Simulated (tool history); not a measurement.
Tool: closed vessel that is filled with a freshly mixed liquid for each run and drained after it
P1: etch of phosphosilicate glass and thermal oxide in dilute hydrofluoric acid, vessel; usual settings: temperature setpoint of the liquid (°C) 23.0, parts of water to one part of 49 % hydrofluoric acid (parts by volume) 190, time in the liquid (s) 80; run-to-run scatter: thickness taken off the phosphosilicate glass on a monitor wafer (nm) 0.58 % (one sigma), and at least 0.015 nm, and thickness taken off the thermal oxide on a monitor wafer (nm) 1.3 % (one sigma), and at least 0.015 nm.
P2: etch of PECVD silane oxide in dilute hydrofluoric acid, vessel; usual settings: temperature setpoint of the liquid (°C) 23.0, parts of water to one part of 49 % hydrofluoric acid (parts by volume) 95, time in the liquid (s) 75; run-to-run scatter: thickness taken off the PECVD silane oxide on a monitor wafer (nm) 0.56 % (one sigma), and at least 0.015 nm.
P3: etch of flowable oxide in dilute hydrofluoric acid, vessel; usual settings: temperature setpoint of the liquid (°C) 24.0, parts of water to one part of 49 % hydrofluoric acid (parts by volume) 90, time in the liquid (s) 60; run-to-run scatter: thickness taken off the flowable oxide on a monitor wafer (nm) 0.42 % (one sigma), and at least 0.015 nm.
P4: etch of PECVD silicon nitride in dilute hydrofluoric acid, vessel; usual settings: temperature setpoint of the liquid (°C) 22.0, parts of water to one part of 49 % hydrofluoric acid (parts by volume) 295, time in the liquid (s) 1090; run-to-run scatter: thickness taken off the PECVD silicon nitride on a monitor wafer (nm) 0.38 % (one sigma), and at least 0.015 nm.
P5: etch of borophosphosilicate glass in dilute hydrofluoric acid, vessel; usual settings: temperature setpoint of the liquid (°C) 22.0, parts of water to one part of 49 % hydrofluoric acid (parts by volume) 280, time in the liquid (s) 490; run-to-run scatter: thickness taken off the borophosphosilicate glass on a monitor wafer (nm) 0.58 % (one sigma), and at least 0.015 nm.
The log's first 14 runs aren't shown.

run	hour	process that ran	temperature setpoint of the liquid (°C)	parts of water to one part of 49 % hydrofluoric acid (parts by volume)	time in the liquid (s)	hours since the thermometer was replaced	hours since the hydrofluoric acid flow meter was replaced	thickness taken off the phosphosilicate glass on a monitor wafer (nm)	thickness taken off the thermal oxide on a monitor wafer (nm)	thickness taken off the borophosphosilicate glass on a monitor wafer (nm)	thickness taken off the flowable oxide on a monitor wafer (nm)	thickness taken off the PECVD silane oxide on a monitor wafer (nm)	thickness taken off the PECVD silicon nitride on a monitor wafer (nm)
15	155.2	P1	23.0	190	130	798.7	1606.2	104.770	2.79420				
16	168.8	P4	22.0	295	1090	812.3	1619.8						6.7984
17	181.5	P1	23.0	190	80	825.0	1632.5	64.354	1.75830				
18	195.1	P2	26.5	95	75	838.6	1646.1					18.9430	
19	206.9	P2	23.0	170	75	850.4	1657.9					8.4582	
20	217.2	P4	17.0	295	1090	860.7	1668.2						4.9463
# hour 221.9: hydrofluoric acid flow meter replaced
21	229.9	P1	29.5	190	80	873.4	8.0	81.579	2.19930				
22	238.2	P3	28.0	90	60	881.7	16.3				40.978		
23	249.6	P2	23.0	95	75	893.1	27.7					16.5910	
24	263.6	P2	23.0	95	30	907.1	41.7					6.5763	
25	276.4	P5	22.0	280	50	919.9	54.5			4.7795			
26	289.8	P1	23.0	190	80	933.3	67.9	64.525	1.78980				
27	298.9	P1	23.0	190	30	942.4	77.0	24.026	0.65931				
28	312.6	P1	23.0	65	80	956.1	90.7	218.730	5.98680				
29	322.0	P4	22.0	480	1090	965.5	100.1						4.2273
30	334.5	P4	22.0	295	1875	978.0	112.6						11.6970
31	342.1	P1	23.0	190	80	985.6	120.2	64.016	1.74220				
32	353.7	P1	23.0	190	80	997.2	131.8	67.395	1.84420				
33	361.5	P1	23.0	190	80	1005.0	139.6	67.522	1.88610				
34	369.9	P1	23.0	190	80	1013.4	148.0	67.979	1.92960				
35	376.8	P1	23.0	190	80	1020.3	154.9	68.841	1.88520				

Run 36 comes next. What will it give?
36	390.0	P1	23.0	190	80	1033.5	168.1	?	?				

thickness taken off the phosphosilicate glass on a monitor wafer (nm): 69.924
thickness taken off the thermal oxide on a monitor wafer (nm): 1.90620
